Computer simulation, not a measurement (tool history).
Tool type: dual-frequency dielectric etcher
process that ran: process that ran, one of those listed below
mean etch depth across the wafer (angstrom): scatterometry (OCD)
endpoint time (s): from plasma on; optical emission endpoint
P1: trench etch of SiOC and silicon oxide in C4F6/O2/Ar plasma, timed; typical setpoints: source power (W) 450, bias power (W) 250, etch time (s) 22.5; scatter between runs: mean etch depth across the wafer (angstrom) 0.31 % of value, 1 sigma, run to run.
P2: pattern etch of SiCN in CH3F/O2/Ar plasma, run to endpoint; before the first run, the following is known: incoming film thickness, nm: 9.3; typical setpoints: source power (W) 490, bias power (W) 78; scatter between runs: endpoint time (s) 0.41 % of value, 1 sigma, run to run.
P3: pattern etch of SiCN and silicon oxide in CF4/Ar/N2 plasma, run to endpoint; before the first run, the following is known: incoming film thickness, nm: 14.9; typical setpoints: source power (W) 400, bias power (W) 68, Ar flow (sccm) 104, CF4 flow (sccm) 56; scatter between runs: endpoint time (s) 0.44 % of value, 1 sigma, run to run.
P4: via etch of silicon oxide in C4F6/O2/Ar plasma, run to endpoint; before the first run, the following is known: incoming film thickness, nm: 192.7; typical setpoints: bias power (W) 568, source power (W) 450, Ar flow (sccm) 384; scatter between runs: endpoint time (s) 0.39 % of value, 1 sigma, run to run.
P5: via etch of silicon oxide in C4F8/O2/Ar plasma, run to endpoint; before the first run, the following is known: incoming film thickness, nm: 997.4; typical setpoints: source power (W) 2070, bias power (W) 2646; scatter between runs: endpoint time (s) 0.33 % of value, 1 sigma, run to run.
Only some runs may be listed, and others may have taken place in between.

| run | hour | process that ran | source power (W) | bias power (W) | etch time (s) | Ar flow (sccm) | CF4 flow (sccm) | hours since the last wet clean | hours since the last source power generator calibration | hours since the last bias power generator calibration | mean etch depth across the wafer (angstrom) | endpoint time (s) |
|---|---|---|---|---|---|---|---|---|---|---|---|---|
| 1 | 14.4 | P1 | 450 | 250 | 22.5 |  |  | 312.5 | 595.9 | 543.3 | 520.69 |  |
| 2 | 25 | P2 | 490 | 78 |  |  |  | 323.1 | 606.5 | 553.9 |  | 22.188 |
| 3 | 41.2 | P3 | 400 | 68 |  | 104 | 79 | 339.3 | 622.7 | 570.1 |  | 19.132 |
| 4 | 57 | P1 | 450 | 250 | 22.5 |  |  | 355.1 | 638.5 | 585.9 | 520.21 |  |
| 5 | 73.1 | P2 | 490 | 78 |  |  |  | 371.2 | 654.6 | 602 |  | 22.171 |
| 6 | 80.6 | P1 | 450 | 250 | 22.5 |  |  | 378.7 | 662.1 | 609.5 | 522.19 |  |
| 7 | 88.1 | P1 | 380 | 174 | 22.5 |  |  | 386.2 | 669.6 | 617 | 433.93 |  |
|  | 89.2 | wet clean of the chamber |
| 8 | 100.6 | P1 | 450 | 152 | 22.5 |  |  | 11.5 | 682.1 | 629.5 | 445.97 |  |
| 9 | 110 | P4 | 450 | 568 |  | 384 |  | 20.9 | 691.5 | 638.9 |  | 39.65 |
| 10 | 119.9 | P3 | 400 | 68 |  | 104 | 56 | 30.8 | 701.4 | 648.8 |  | 20.141 |
| 11 | 129.7 | P2 | 620 | 78 |  |  |  | 40.6 | 711.2 | 658.6 |  | 20.26 |
| 12 | 137.9 | P1 | 450 | 250 | 22.5 |  |  | 48.8 | 719.4 | 666.8 | 520.91 |  |
| 13 | 153.3 | P3 | 400 | 68 |  | 104 | 56 | 64.2 | 734.8 | 682.2 |  | 20.157 |
| 14 | 165.3 | P4 | 300 | 568 |  | 384 |  | 76.2 | 746.8 | 694.2 |  | 46.206 |
| 15 | 177.1 | P1 | 310 | 250 | 22.5 |  |  | 88 | 758.6 | 706 | 452.05 |  |
|  | 183.9 | bias power generator calibrated |
| 16 | 184.9 | P3 | 400 | 68 |  | 69 | 56 | 95.8 | 766.4 | 1.1 |  | 18.941 |
| 17 | 201.2 | P1 | 450 | 250 | 22.5 |  |  | 112.1 | 782.7 | 17.4 | 521.74 |  |
| 18 | 210.5 | P5 | 2070 | 3702 |  |  |  | 121.4 | 792 | 26.7 |  | 159.51 |
| 19 | 219.2 | P3 | 400 | 47 |  | 104 | 56 | 130.1 | 800.7 | 35.4 |  | 22.863 |
| 20 | 231.2 | P4 | 450 | 568 |  | 264 |  | 142.1 | 812.7 | 47.4 |  | 38.031 |
| 21 | 243.8 | P1 | 450 | 250 | 30 |  |  | 154.7 | 825.3 | 60 | 695.86 |  |
| 22 | 255.4 | P1 | 610 | 250 | 22.5 |  |  | 166.3 | 836.9 | 71.6 | 586.72 |  |
| 23 | 264.5 | P4 | 450 | 568 |  | 384 |  | 175.4 | 846 | 80.7 |  | 39.885 |
| 24 | 272.8 | P1 | 450 | 250 | 15 |  |  | 183.7 | 854.3 | 89 | 344.51 |  |
| 25 | 289.1 | P2 | 490 | 98 |  |  |  | 200 | 870.6 | 105.3 |  | 20.309 |
| 26 | 300.9 | P5 | 2740 | 2646 |  |  |  | 211.8 | 882.4 | 117.1 |  | 158.52 |
| 27 | 308.3 | P1 | 450 | 350 | 22.5 |  |  | 219.2 | 889.8 | 124.5 | 584.58 |  |
| 28 | 323.8 | P5 | 2070 | 2646 |  |  |  | 234.7 | 905.3 | 140 |  | 175.56 |
| 29 | 334.5 | P3 | 550 | 68 |  | 104 | 56 | 245.4 | 916 | 150.7 |  | 15.127 |
| 30 | 349.2 | P4 | 450 | 751 |  | 384 |  | 260.1 | 930.7 | 165.4 |  | 35.487 |
| 31 | 363.5 | P1 | 450 | 250 | 22.5 |  |  | 274.4 | 945 | 179.7 | 518.76 |  |
| 32 | 374.1 | P5 | 2070 | 2646 |  |  |  | 285 | 955.6 | 190.3 |  | 176.47 |
| 33 | 384.1 | P1 | 450 | 250 | 22.5 |  |  | 295 | 965.6 | 200.3 | 521.2 |  |
| 34 | 395.8 | P1 | 450 | 250 | 22.5 |  |  | 306.7 | 977.3 | 212 | 522.65 |  |
| 35 | 404.4 | P1 | 450 | 250 | 22.5 |  |  | 315.3 | 985.9 | 220.6 | 527.05 |  |
|  | 416.4 | wet clean of the chamber |
| 36 | 419.8 | P1 | 450 | 250 | 22.5 |  |  | 3.4 | 1001.3 | 236 | 526.96 |  |
| 37 | 429.9 | P1 | 450 | 250 | 22.5 |  |  | 13.5 | 1011.4 | 246.1 | 528.01 |  |
| 38 | 437.8 | P1 | 450 | 250 | 22.5 |  |  | 21.4 | 1019.3 | 254 | 527.02 |  |
| 39 | 452.3 | P1 | 450 | 250 | 22.5 |  |  | 35.9 | 1033.8 | 268.5 | 528.62 |  |

What P1 gives has crept away from where it was. These 2 causes fit the log equally well, each at the size given:
A: bias power that arrives over what is set, % = 4.78
B: source power that arrives over what is set, % = 4.19
The creep began at about hour 384.1.
Excluded causes, each with its reason:
chamber walls in a state that raises the etch rate, %: work on it at hour 416.4, done after the drift set in, did not restore what the process gave before

4 check runs are offered, each on 3 wafers whose results are averaged, their results left as question marks. Which one tells the causes apart?
| check 1 | 466.8 | P5 | 2470 | 3682 |  |  |  |  |  |  |  | ? |
| check 2 | 466.8 | P2 | 490 | 98 |  |  |  |  |  |  |  | ? |
| check 3 | 466.8 | P3 | 400 | 53 |  | 104 | 64 |  |  |  |  | ? |
| check 4 | 466.8 | P4 | 450 | 748 |  | 384 |  |  |  |  |  | ? |

Outcome of each check run for each possible cause:
| check | result | if A | if B |
|---|---|---|---|
| check 1 | endpoint time (s) | 146.78 | 146.64 |
| check 2 | endpoint time (s) | 20.037 | 20.081 |
| check 3 | endpoint time (s) | 21.118 | 20.675 |
| check 4 | endpoint time (s) | 35.142 | 35.264 |
Gap, in per cent, between the two causes that each check separates least, read from the result that separates them most: check 1 0.1 %; check 2 0.22 %; check 3 2.12 %; check 4 0.34 %
The other checks would show nearly matching results whichever cause is true, so check 3 is the only one that separates the causes.

Check 3 was then run and gave: endpoint time (s) 21.103. Which cause is it?

A is the cause: bias power that arrives over what is set, %.
